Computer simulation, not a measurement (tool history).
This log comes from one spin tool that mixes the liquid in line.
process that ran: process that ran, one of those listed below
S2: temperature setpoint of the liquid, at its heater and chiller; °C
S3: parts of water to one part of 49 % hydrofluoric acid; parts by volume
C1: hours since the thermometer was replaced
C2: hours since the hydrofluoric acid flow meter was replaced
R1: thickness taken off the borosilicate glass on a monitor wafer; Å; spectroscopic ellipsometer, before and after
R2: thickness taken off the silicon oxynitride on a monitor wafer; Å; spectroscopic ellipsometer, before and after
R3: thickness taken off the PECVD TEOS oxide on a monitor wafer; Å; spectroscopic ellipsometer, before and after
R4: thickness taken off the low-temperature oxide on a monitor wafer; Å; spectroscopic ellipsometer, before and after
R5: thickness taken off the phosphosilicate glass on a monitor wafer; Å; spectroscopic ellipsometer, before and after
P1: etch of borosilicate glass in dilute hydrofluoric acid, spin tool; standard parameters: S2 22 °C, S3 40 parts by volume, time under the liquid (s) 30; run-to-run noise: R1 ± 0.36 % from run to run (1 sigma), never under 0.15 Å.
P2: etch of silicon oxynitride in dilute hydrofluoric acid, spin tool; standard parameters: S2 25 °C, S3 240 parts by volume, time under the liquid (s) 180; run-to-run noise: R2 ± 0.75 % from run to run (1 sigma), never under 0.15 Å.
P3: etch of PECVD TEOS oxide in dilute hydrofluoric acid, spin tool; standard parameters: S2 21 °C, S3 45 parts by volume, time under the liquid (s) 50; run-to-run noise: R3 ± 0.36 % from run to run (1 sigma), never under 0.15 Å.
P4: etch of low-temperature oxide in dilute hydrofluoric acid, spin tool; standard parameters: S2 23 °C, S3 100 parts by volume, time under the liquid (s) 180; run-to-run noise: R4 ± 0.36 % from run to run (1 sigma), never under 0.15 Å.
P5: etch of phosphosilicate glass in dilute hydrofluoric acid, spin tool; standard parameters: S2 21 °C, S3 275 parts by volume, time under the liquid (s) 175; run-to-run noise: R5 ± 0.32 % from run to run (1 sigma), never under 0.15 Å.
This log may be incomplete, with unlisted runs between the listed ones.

{"run": 1, "day": 0.612, "process that ran": "P1", "S2": 22, "S3": 40, "time under the liquid (s)": 30, "C1": 1893.7, "C2": 511.2, "R1": 220.1}
{"run": 2, "day": 1.05, "process that ran": "P1", "S2": 22, "S3": 40, "time under the liquid (s)": 30, "C1": 1904.2, "C2": 521.7, "R1": 219.26}
{"run": 3, "day": 1.462, "process that ran": "P1", "S2": 22, "S3": 40, "time under the liquid (s)": 15, "C1": 1914.1, "C2": 531.6, "R1": 109.61}
{"run": 4, "day": 1.921, "process that ran": "P1", "S2": 22, "S3": 40, "time under the liquid (s)": 30, "C1": 1925.1, "C2": 542.6, "R1": 218.8}
{"run": 5, "day": 2.238, "process that ran": "P1", "S2": 22, "S3": 40, "time under the liquid (s)": 60, "C1": 1932.7, "C2": 550.2, "R1": 440.79}
{"run": 6, "day": 2.746, "process that ran": "P1", "S2": 30, "S3": 20, "time under the liquid (s)": 30, "C1": 1944.9, "C2": 562.4, "R1": 631.17}
{"run": 7, "day": 3.142, "process that ran": "P1", "S2": 22, "S3": 40, "time under the liquid (s)": 30, "C1": 1954.4, "C2": 571.9, "R1": 219.55}
{"run": 8, "day": 3.488, "process that ran": "P2", "S2": 25, "S3": 240, "time under the liquid (s)": 20, "C1": 1962.7, "C2": 580.2, "R2": 3.7228}
{"run": 9, "day": 4.162, "process that ran": "P3", "S2": 21, "S3": 45, "time under the liquid (s)": 50, "C1": 1978.9, "C2": 596.4, "R3": 250.37}
{"run": 10, "day": 4.65, "process that ran": "P3", "S2": 21, "S3": 45, "time under the liquid (s)": 50, "C1": 1990.6, "C2": 608.1, "R3": 251.9}
{"run": 11, "day": 5.038, "process that ran": "P1", "S2": 22, "S3": 40, "time under the liquid (s)": 30, "C1": 1999.9, "C2": 617.4, "R1": 219.57}
{"run": 12, "day": 5.433, "process that ran": "P4", "S2": 23, "S3": 100, "time under the liquid (s)": 45, "C1": 2009.4, "C2": 626.9, "R4": 124.49}
{"run": 13, "day": 6.008, "process that ran": "P3", "S2": 21, "S3": 20, "time under the liquid (s)": 50, "C1": 2023.2, "C2": 640.7, "R3": 584.5}
{"run": 14, "day": 6.358, "process that ran": "P2", "S2": 25, "S3": 240, "time under the liquid (s)": 180, "C1": 2031.6, "C2": 649.1, "R2": 34.457}
{"run": 15, "day": 6.862, "process that ran": "P3", "S2": 29.5, "S3": 45, "time under the liquid (s)": 50, "C1": 2043.7, "C2": 661.2, "R3": 358.24}
{"run": 16, "day": 7.462, "process that ran": "P1", "S2": 22, "S3": 20, "time under the liquid (s)": 15, "C1": 2058.1, "C2": 675.6, "R1": 224.05}
{"run": 17, "day": 7.892, "process that ran": "P1", "S2": 17, "S3": 40, "time under the liquid (s)": 30, "C1": 2068.4, "C2": 685.9, "R1": 177.28}
{"run": 18, "day": 8.5, "process that ran": "P1", "S2": 22, "S3": 75, "time under the liquid (s)": 30, "C1": 2083, "C2": 700.5, "R1": 111.75}
{"day": 8.704, "done": "hydrofluoric acid flow meter replaced"}
{"run": 19, "day": 8.933, "process that ran": "P5", "S2": 21, "S3": 480, "time under the liquid (s)": 175, "C1": 2093.4, "C2": 5.6, "R5": 232.81}
{"run": 20, "day": 9.517, "process that ran": "P4", "S2": 28, "S3": 100, "time under the liquid (s)": 180, "C1": 2107.4, "C2": 19.6, "R4": 605.71}
{"run": 21, "day": 10.071, "process that ran": "P1", "S2": 28.5, "S3": 40, "time under the liquid (s)": 30, "C1": 2120.7, "C2": 32.9, "R1": 287.65}
{"run": 22, "day": 10.412, "process that ran": "P1", "S2": 22, "S3": 40, "time under the liquid (s)": 30, "C1": 2128.9, "C2": 41.1, "R1": 219.72}
{"run": 23, "day": 11.038, "process that ran": "P1", "S2": 22, "S3": 20, "time under the liquid (s)": 30, "C1": 2143.9, "C2": 56.1, "R1": 450.44}
{"run": 24, "day": 11.621, "process that ran": "P4", "S2": 23, "S3": 100, "time under the liquid (s)": 180, "C1": 2157.9, "C2": 70.1, "R4": 496.96}
{"run": 25, "day": 11.979, "process that ran": "P5", "S2": 21, "S3": 275, "time under the liquid (s)": 30, "C1": 2166.5, "C2": 78.7, "R5": 82.615}
{"run": 26, "day": 12.492, "process that ran": "P4", "S2": 23, "S3": 100, "time under the liquid (s)": 180, "C1": 2178.8, "C2": 91, "R4": 495.57}
{"day": 12.512, "done": "thermometer replaced"}
{"run": 27, "day": 12.946, "process that ran": "P1", "S2": 27, "S3": 40, "time under the liquid (s)": 15, "C1": 10.5, "C2": 101.9, "R1": 134.93}
{"run": 28, "day": 13.554, "process that ran": "P2", "S2": 25, "S3": 55, "time under the liquid (s)": 180, "C1": 25.1, "C2": 116.5, "R2": 176.82}
{"run": 29, "day": 13.904, "process that ran": "P2", "S2": 33, "S3": 240, "time under the liquid (s)": 180, "C1": 33.5, "C2": 124.9, "R2": 48.097}
{"run": 30, "day": 14.225, "process that ran": "P5", "S2": 17, "S3": 275, "time under the liquid (s)": 175, "C1": 41.2, "C2": 132.6, "R5": 416.06}
{"run": 31, "day": 14.862, "process that ran": "P2", "S2": 25, "S3": 240, "time under the liquid (s)": 180, "C1": 56.5, "C2": 147.9, "R2": 34.279}
{"run": 32, "day": 15.471, "process that ran": "P5", "S2": 21, "S3": 275, "time under the liquid (s)": 175, "C1": 71.1, "C2": 162.5, "R5": 481.63}
{"run": 33, "day": 16.154, "process that ran": "P4", "S2": 23, "S3": 55, "time under the liquid (s)": 180, "C1": 87.5, "C2": 178.9, "R4": 959.67}
{"run": 34, "day": 16.7, "process that ran": "P3", "S2": 21, "S3": 45, "time under the liquid (s)": 20, "C1": 100.6, "C2": 192, "R3": 100.42}
{"run": 35, "day": 17.029, "process that ran": "P1", "S2": 22, "S3": 40, "time under the liquid (s)": 30, "C1": 108.5, "C2": 199.9, "R1": 218.5}
{"run": 36, "day": 17.35, "process that ran": "P1", "S2": 22, "S3": 40, "time under the liquid (s)": 30, "C1": 116.2, "C2": 207.6, "R1": 224.19}
{"run": 37, "day": 17.729, "process that ran": "P1", "S2": 22, "S3": 40, "time under the liquid (s)": 30, "C1": 125.3, "C2": 216.7, "R1": 231.1}
{"run": 38, "day": 18.312, "process that ran": "P1", "S2": 22, "S3": 40, "time under the liquid (s)": 30, "C1": 139.3, "C2": 230.7, "R1": 236.34}
{"run": 39, "day": 18.833, "process that ran": "P1", "S2": 22, "S3": 40, "time under the liquid (s)": 30, "C1": 151.8, "C2": 243.2, "R1": 236.57}
{"run": 40, "day": 19.325, "process that ran": "P1", "S2": 22, "S3": 40, "time under the liquid (s)": 30, "C1": 163.6, "C2": 255, "R1": 238.9}
{"run": 41, "day": 19.867, "process that ran": "P1", "S2": 22, "S3": 40, "time under the liquid (s)": 30, "C1": 176.6, "C2": 268, "R1": 241.99}
{"run": 42, "day": 20.275, "process that ran": "P1", "S2": 22, "S3": 40, "time under the liquid (s)": 30, "C1": 186.4, "C2": 277.8, "R1": 241.57}
{"run": 43, "day": 20.758, "process that ran": "P1", "S2": 22, "S3": 40, "time under the liquid (s)": 30, "C1": 198, "C2": 289.4, "R1": 242.74}
{"run": 44, "day": 21.058, "process that ran": "P1", "S2": 22, "S3": 40, "time under the liquid (s)": 30, "C1": 205.2, "C2": 296.6, "R1": 240.89}
{"run": 45, "day": 21.55, "process that ran": "P1", "S2": 22, "S3": 40, "time under the liquid (s)": 30, "C1": 217, "C2": 308.4, "R1": 242.79}

Compared with where it was, what P1 gives has crept away. Each cause listed below fits the log as well as the rest, at the size given for it:
A: hydrofluoric acid flow above the setpoint (%) = 10.2
B: liquid hotter than its thermometer reads (K) = 2.44
The gradual shift began around day 17.029.

Question marks stand in for the results of the 4 check runs listed below, each run on one wafer. Under which run would the listed causes show clearly different results?
{"run": "check 1", "day": 22.042, "process that ran": "P3", "S2": 29, "S3": 45, "time under the liquid (s)": 50, "R3": "?"}
{"run": "check 2", "day": 22.042, "process that ran": "P4", "S2": 23, "S3": 65, "time under the liquid (s)": 180, "R4": "?"}
{"run": "check 3", "day": 22.042, "process that ran": "P5", "S2": 17, "S3": 375, "time under the liquid (s)": 175, "R5": "?"}
{"run": "check 4", "day": 22.042, "process that ran": "P2", "S2": 25, "S3": 95, "time under the liquid (s)": 85, "R2": "?"}

What every check run would give for each of its results, assuming each possible cause in turn:
check=check_1 result=R3 if_A=386.27 if_B=383.38
check=check_2 result=R4 if_A=890.26 if_B=885.12
check=check_3 result=R5 if_A=317.94 if_B=306.34
check=check_4 result=R2 if_A=51.329 if_B=51.778
Minimum pairwise separation of causes per check, each pair taken at its best-separating result: check 1 0.75 %; check 2 0.58 %; check 3 3.71 %; check 4 0.87 %
Only in check 3 would the causes give clearly different results; in the remaining checks their results would be nearly the same.

Then check 3 was run and gave: R5 318.38 Å. Which cause is it?

It is A: hydrofluoric acid flow above the setpoint (%).
